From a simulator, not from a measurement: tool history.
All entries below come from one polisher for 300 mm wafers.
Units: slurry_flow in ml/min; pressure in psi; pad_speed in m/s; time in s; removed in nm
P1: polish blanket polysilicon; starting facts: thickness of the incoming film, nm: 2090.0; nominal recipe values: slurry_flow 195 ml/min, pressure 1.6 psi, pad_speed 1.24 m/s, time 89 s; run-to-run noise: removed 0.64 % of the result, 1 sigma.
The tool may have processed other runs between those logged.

run    day  slurry_flow  pressure  pad_speed  time  removed
  1  0.167          195       1.6       1.24    89   412.21
  2  0.292          195       0.7       1.24    89   178.47
  3  0.517          195       1.6       1.24   140   651.20
  4  0.658          195       1.6       1.24    89   411.48
  5  0.850          195       1.6       1.24    89   409.23
  6  1.100          195       1.6       1.58    89   528.38
  7  1.283          195       1.6       1.24    89   415.13
  8  1.525          130       1.6       1.24    89   384.58
  9  1.792          195       1.6       0.90    43   145.57
 10  2.050          290       1.6       1.24    89   429.14
     2.125  -- slurry nozzle cleaned
 11  2.229          195       1.6       0.56    89   186.59
 12  2.458          135       1.1       1.24    89   265.94
 13  2.712          195       1.6       1.24    40   186.41
 14  2.854          255       1.1       1.24    89   293.81
 15  3.133          195       2.5       1.24    89   645.69
 16  3.412          195       1.6       1.24    89   408.86
 17  3.608          195       1.6       1.24    89   410.07
 18  3.871          195       1.6       1.24    89   414.66
 19  4.079          195       1.6       1.24    89   408.48
 20  4.238          195       1.6       1.24    89   405.21
 21  4.508          195       1.6       1.24    89   401.89
 22  4.725          195       1.6       1.24    89   393.26
 23  4.954          195       1.6       1.24    89   391.93
 24  5.233          195       1.6       1.24    89   387.63
 25  5.383          195       1.6       1.24    89   388.91
     5.508  -- head pressure recalibrated
 26  5.617          195       1.6       1.24    89   386.55

What does the tool deliver on the next run?
 27  5.879          195       1.6       1.24    89        ?

Logged for run 27: removed 384.27 nm.

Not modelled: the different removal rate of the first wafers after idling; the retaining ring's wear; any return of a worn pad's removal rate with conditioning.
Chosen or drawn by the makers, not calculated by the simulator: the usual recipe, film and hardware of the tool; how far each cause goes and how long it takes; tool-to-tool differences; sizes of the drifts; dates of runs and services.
